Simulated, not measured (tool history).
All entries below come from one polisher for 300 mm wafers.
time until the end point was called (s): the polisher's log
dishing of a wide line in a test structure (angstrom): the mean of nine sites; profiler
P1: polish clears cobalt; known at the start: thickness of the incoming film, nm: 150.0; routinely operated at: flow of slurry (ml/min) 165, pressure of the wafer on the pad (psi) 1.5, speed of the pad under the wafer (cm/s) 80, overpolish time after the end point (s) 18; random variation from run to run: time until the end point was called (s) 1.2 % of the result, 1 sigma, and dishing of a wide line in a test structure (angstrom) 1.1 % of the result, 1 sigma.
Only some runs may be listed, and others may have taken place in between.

run	hour	flow of slurry (ml/min)	pressure of the wafer on the pad (psi)	speed of the pad under the wafer (cm/s)	overpolish time after the end point (s)	wafers polished on this pad	hours since the slurry nozzle was cleaned	hours since the head pressure was calibrated	time until the end point was called (s)	dishing of a wide line in a test structure (angstrom)
1	7.2	165	1.5	80	18	306	111.4	110.5	50.718	266.47
2	14.6	165	1.5	40	9	397	118.8	117.9	105.260	107.17
3	19.4	100	1.5	80	18	455	123.6	122.7	56.052	253.42
# hour 23.4: slurry nozzle cleaned
4	24.4	250	1.5	80	9	517	1.1	127.7	48.919	188.93
5	29.9	165	2.1	80	18	584	6.6	133.2	37.127	300.33
6	39.0	165	1.5	80	34	696	15.7	142.3	51.518	321.22
7	46.2	235	1.5	80	18	784	22.9	149.5	50.439	268.47
8	53.2	165	1.5	44	18	870	29.9	156.5	93.394	193.31
9	61.6	165	1.5	112	18	973	38.3	164.9	36.004	291.45
10	70.0	165	1.5	80	18	1075	46.7	173.3	52.163	269.32
11	78.8	165	1.5	80	18	1183	55.5	182.1	51.389	268.96
12	86.3	165	1.5	80	5	1275	63.0	189.6	52.132	114.91
13	91.5	165	1.5	80	18	1339	68.2	194.8	52.533	272.09
14	101.0	165	1.5	80	18	1455	77.7	204.3	52.471	267.41
15	110.0	165	0.9	80	18	1566	86.7	213.3	85.932	203.39
16	119.4	165	1.5	80	18	1681	96.1	222.7	52.333	262.92
17	128.9	165	1.5	80	18	1797	105.6	232.2	53.004	261.21

What will run 18 give?
18	138.4	165	1.5	80	18	1914	115.1	241.7	?	?

Run 18 yielded time until the end point was called (s) 54.115, dishing of a wide line in a test structure (angstrom) 256.48.
